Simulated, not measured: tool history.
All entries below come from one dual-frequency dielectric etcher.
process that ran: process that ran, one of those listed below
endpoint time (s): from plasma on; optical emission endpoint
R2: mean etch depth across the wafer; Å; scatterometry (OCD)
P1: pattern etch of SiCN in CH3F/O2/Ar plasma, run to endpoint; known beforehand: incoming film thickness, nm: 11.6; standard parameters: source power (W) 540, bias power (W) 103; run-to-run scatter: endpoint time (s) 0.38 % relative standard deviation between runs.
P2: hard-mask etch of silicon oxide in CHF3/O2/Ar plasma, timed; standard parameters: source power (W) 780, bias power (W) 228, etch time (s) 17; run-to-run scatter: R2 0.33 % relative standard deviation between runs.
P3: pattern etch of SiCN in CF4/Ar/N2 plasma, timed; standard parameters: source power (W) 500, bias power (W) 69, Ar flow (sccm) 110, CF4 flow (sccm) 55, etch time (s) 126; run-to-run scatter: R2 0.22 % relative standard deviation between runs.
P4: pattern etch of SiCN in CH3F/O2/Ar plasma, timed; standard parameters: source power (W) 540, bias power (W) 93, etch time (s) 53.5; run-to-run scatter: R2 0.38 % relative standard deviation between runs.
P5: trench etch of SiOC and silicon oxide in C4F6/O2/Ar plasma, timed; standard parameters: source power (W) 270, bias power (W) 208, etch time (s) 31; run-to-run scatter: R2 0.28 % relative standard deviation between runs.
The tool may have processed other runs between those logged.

Run 1, hour 7.2: process that ran P1, source power (W) 540, bias power (W) 103. Result: endpoint time (s) 25.253.
Run 2, hour 13.5: process that ran P3, source power (W) 370, bias power (W) 69, Ar flow (sccm) 110, CF4 flow (sccm) 55, etch time (s) 126. Result: R2 841.61 Å.
Run 3, hour 23: process that ran P3, source power (W) 500, bias power (W) 69, Ar flow (sccm) 110, CF4 flow (sccm) 55, etch time (s) 126. Result: R2 1102.3 Å.
Run 4, hour 30.7: process that ran P3, source power (W) 500, bias power (W) 86, Ar flow (sccm) 110, CF4 flow (sccm) 55, etch time (s) 126. Result: R2 1196.1 Å.
Run 5, hour 41: process that ran P2, source power (W) 570, bias power (W) 228, etch time (s) 17. Result: R2 359.75 Å.
Run 6, hour 52.2: process that ran P2, source power (W) 780, bias power (W) 228, etch time (s) 21. Result: R2 503.83 Å.
Run 7, hour 58.9: process that ran P1, source power (W) 540, bias power (W) 65. Result: endpoint time (s) 29.991.
Run 8, hour 64.6: process that ran P2, source power (W) 780, bias power (W) 228, etch time (s) 17. Result: R2 409.15 Å.
Run 9, hour 70.7: process that ran P1, source power (W) 540, bias power (W) 103. Result: endpoint time (s) 25.257.
Run 10, hour 76.9: process that ran P4, source power (W) 540, bias power (W) 93, etch time (s) 53.5. Result: R2 245.58 Å.
Run 11, hour 85.2: process that ran P4, source power (W) 540, bias power (W) 121, etch time (s) 53.5. Result: R2 271.32 Å.
Run 12, hour 95.6: process that ran P4, source power (W) 350, bias power (W) 93, etch time (s) 53.5. Result: R2 210.27 Å.
Run 13, hour 102.2: process that ran P1, source power (W) 440, bias power (W) 103. Result: endpoint time (s) 27.281.
Run 14, hour 107.9: process that ran P1, source power (W) 540, bias power (W) 141. Result: endpoint time (s) 22.498.
Run 15, hour 116.1: process that ran P3, source power (W) 500, bias power (W) 69, Ar flow (sccm) 84, CF4 flow (sccm) 55, etch time (s) 126. Result: R2 1153.3 Å.
Run 16, hour 123.9: process that ran P5, source power (W) 270, bias power (W) 208, etch time (s) 41. Result: R2 731.42 Å.
Run 17, hour 130.1: process that ran P1, source power (W) 370, bias power (W) 64. Result: endpoint time (s) 34.6.
Run 18, hour 135.9: process that ran P2, source power (W) 780, bias power (W) 228, etch time (s) 17. Result: R2 404.64 Å.
Run 19, hour 145: process that ran P3, source power (W) 500, bias power (W) 69, Ar flow (sccm) 110, CF4 flow (sccm) 55, etch time (s) 126. Result: R2 1097.7 Å.
Run 20, hour 153.7: process that ran P1, source power (W) 540, bias power (W) 103. Result: endpoint time (s) 25.219.
Run 21, hour 163.2: process that ran P5, source power (W) 330, bias power (W) 208, etch time (s) 31. Result: R2 600.1 Å.
Run 22, hour 170.5: process that ran P2, source power (W) 780, bias power (W) 293, etch time (s) 17. Result: R2 445.12 Å.
Run 23, hour 178.5: process that ran P1, source power (W) 540, bias power (W) 103. Result: endpoint time (s) 25.197.
Run 24, hour 190.1: process that ran P4, source power (W) 540, bias power (W) 93, etch time (s) 76.5. Result: R2 352.95 Å.
Run 25, hour 201.5: process that ran P3, source power (W) 500, bias power (W) 69, Ar flow (sccm) 110, CF4 flow (sccm) 75, etch time (s) 126. Result: R2 1156.1 Å.
Run 26, hour 213.2: process that ran P5, source power (W) 270, bias power (W) 208, etch time (s) 31. Result: R2 549.88 Å.
Run 27, hour 220: process that ran P1, source power (W) 740, bias power (W) 103. Result: endpoint time (s) 22.62.
Run 28, hour 229.8: process that ran P5, source power (W) 270, bias power (W) 168, etch time (s) 31. Result: R2 516.79 Å.
Run 29, hour 236.5: process that ran P1, source power (W) 540, bias power (W) 103. Result: endpoint time (s) 25.118.
Run 30, hour 246.2: process that ran P3, source power (W) 500, bias power (W) 69, Ar flow (sccm) 110, CF4 flow (sccm) 55, etch time (s) 170.5. Result: R2 1490.2 Å.
Run 31, hour 253.2: process that ran P1, source power (W) 540, bias power (W) 103. Result: endpoint time (s) 25.431.
Run 32, hour 262.9: process that ran P1, source power (W) 540, bias power (W) 103. Result: endpoint time (s) 25.306.
Run 33, hour 273.1: process that ran P1, source power (W) 540, bias power (W) 103. Result: endpoint time (s) 25.671.
Run 34, hour 283.3: process that ran P1, source power (W) 540, bias power (W) 103. Result: endpoint time (s) 25.81.
At hour 289.2: wet clean of the chamber.
Run 35, hour 294.1: process that ran P1, source power (W) 540, bias power (W) 103. Result: endpoint time (s) 25.853.
Run 36, hour 303.1: process that ran P1, source power (W) 540, bias power (W) 103. Result: endpoint time (s) 25.773.
Run 37, hour 312.6: process that ran P1, source power (W) 540, bias power (W) 103. Result: endpoint time (s) 25.898.
Run 38, hour 323.7: process that ran P1, source power (W) 540, bias power (W) 103. Result: endpoint time (s) 25.727.

Compared with where it was, what P1 gives has crept away. Each cause listed below fits the log as well as the rest, at the size given for it:
A: source power that arrives under what is set, % = 4.96
B: bias power that arrives under what is set, % = 4.96
The onset of the drift is placed at about hour 253.2.
All other causes, with the reason each is excluded:
chamber walls in a state that lowers the etch rate, %: maintenance at hour 289.2, after the shift began, did not return the process to its former output

4 check runs are offered, one wafer each, their results left as question marks. Which one tells the causes apart?
Run check 1, hour 334.8: process that ran P3, source power (W) 500, bias power (W) 69, Ar flow (sccm) 110, CF4 flow (sccm) 55, etch time (s) 126. Result: R2 ?.
Run check 2, hour 334.8: process that ran P5, source power (W) 270, bias power (W) 208, etch time (s) 31. Result: R2 ?.
Run check 3, hour 334.8: process that ran P2, source power (W) 780, bias power (W) 228, etch time (s) 17. Result: R2 ?.
Run check 4, hour 334.8: process that ran P4, source power (W) 540, bias power (W) 93, etch time (s) 53.5. Result: R2 ?.

Expected result of each check under each candidate cause:
  check  result    if A    if B
check 1      R2  1053.1  1081.1
check 2      R2  542.34  543.69
check 3      R2  399.81  400.52
check 4      R2  241.93  242.05
Distance between the nearest two causes, measured in the result of the check that separates them most: check 1 2.62 %; check 2 0.25 %; check 3 0.18 %; check 4 0.05 %
Check 1 tells the causes apart: in the others they would give nearly the same result.

Check 1 has now been run. It gave: R2 1052.4 Å. Which of the candidate causes is it?

The cause is A: source power that arrives under what is set, %.

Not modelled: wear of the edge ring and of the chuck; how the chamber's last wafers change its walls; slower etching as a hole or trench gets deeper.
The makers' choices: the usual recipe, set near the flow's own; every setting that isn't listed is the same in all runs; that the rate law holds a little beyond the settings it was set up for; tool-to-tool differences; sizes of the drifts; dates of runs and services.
